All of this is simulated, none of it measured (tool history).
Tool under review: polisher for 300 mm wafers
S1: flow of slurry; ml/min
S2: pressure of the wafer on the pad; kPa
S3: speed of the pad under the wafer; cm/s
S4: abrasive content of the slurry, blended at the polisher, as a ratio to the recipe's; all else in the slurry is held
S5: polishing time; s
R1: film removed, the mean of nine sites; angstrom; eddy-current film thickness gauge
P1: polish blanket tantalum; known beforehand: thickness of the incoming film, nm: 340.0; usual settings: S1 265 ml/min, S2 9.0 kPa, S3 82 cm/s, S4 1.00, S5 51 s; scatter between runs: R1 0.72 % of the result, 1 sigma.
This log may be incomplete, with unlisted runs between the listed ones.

run,hour,S1,S2,S3,S4,S5,R1
1,7.9,265,9.0,82,1.00,51,370.500
2,16.6,265,9.0,82,1.00,51,372.660
3,25.3,265,9.0,42,1.00,51,188.140
4,32.1,265,4.1,44,1.00,51,92.901
5,36.7,160,9.0,82,1.00,51,349.260
6,41.8,265,9.0,82,1.00,51,372.980
7,46.3,265,9.0,118,1.00,51,539.250
8,50.6,265,9.0,82,1.00,51,367.620
9,55.9,265,12.4,82,1.00,51,518.640
10,61.6,400,9.0,82,1.00,51,386.510
11,67.0,265,9.0,82,1.00,51,374.160
12,74.9,265,4.1,82,1.00,51,172.470
13,80.1,265,9.0,82,1.00,23,170.460
14,87.4,265,9.0,82,1.00,73,532.960
15,96.2,265,9.0,82,0.55,51,298.840
16,101.1,265,9.0,82,1.20,51,391.240
17,105.8,265,9.0,82,1.00,51,373.860
18,113.4,265,9.0,82,1.00,51,361.860
19,118.3,265,9.0,82,1.00,51,356.950
20,123.1,265,9.0,82,1.00,51,351.150
# hour 128.2: slurry nozzle cleaned
21,132.6,265,9.0,82,1.00,51,344.060
22,136.8,265,9.0,82,1.00,51,344.540
# hour 137.0: head pressure recalibrated
23,146.0,265,9.0,82,1.00,51,350.350
24,153.3,265,9.0,82,1.00,51,346.630
25,158.3,265,9.0,82,1.00,51,344.950

Something has made what P1 gives creep away from where it was; the 2 causes below, each at its own stated size, fit the log equally well:
A: abrasive missing from the slurry, % = 21.4
B: removal rate lost through wear of the pad, % = 7.2
Creep in the process output first set in at about hour 105.8.
All other causes, with the reason each is excluded:
slurry flow missing at the pad, %: work on it at hour 128.2, done after the drift set in, did not restore what the process gave before
head's pressure below its setpoint, %: work on it at hour 137.0, done after the drift set in, did not restore what the process gave before

Each of the check runs listed below is run on 3 wafers and reports their average, with the results left as question marks. Pick the one under which the possible causes would lead to clearly different results.
check 1,163.3,395,9.0,82,1.00,24,?
check 2,163.3,265,9.0,82,0.55,63,?
check 3,163.3,265,5.5,64,1.00,51,?
check 4,163.3,160,9.0,82,1.00,51,?

How each check would come out, cause by cause:
check,result,if A,if B
check 1,R1,168.250,168.280
check 2,R1,334.680,346.190
check 3,R1,166.040,166.070
check 4,R1,323.710,323.780
Separation of the two closest causes in each check, using whichever result separates them best: check 1 0.02 %; check 2 3.38 %; check 3 0.02 %; check 4 0.02 %
Of the check runs offered, only check 2 discriminates between the causes; the rest would read about the same regardless of which cause applies.

Here is what check 2 returned: R1 345.120 angstrom. Which cause is it?

It was cause B: removal rate lost through wear of the pad, %.
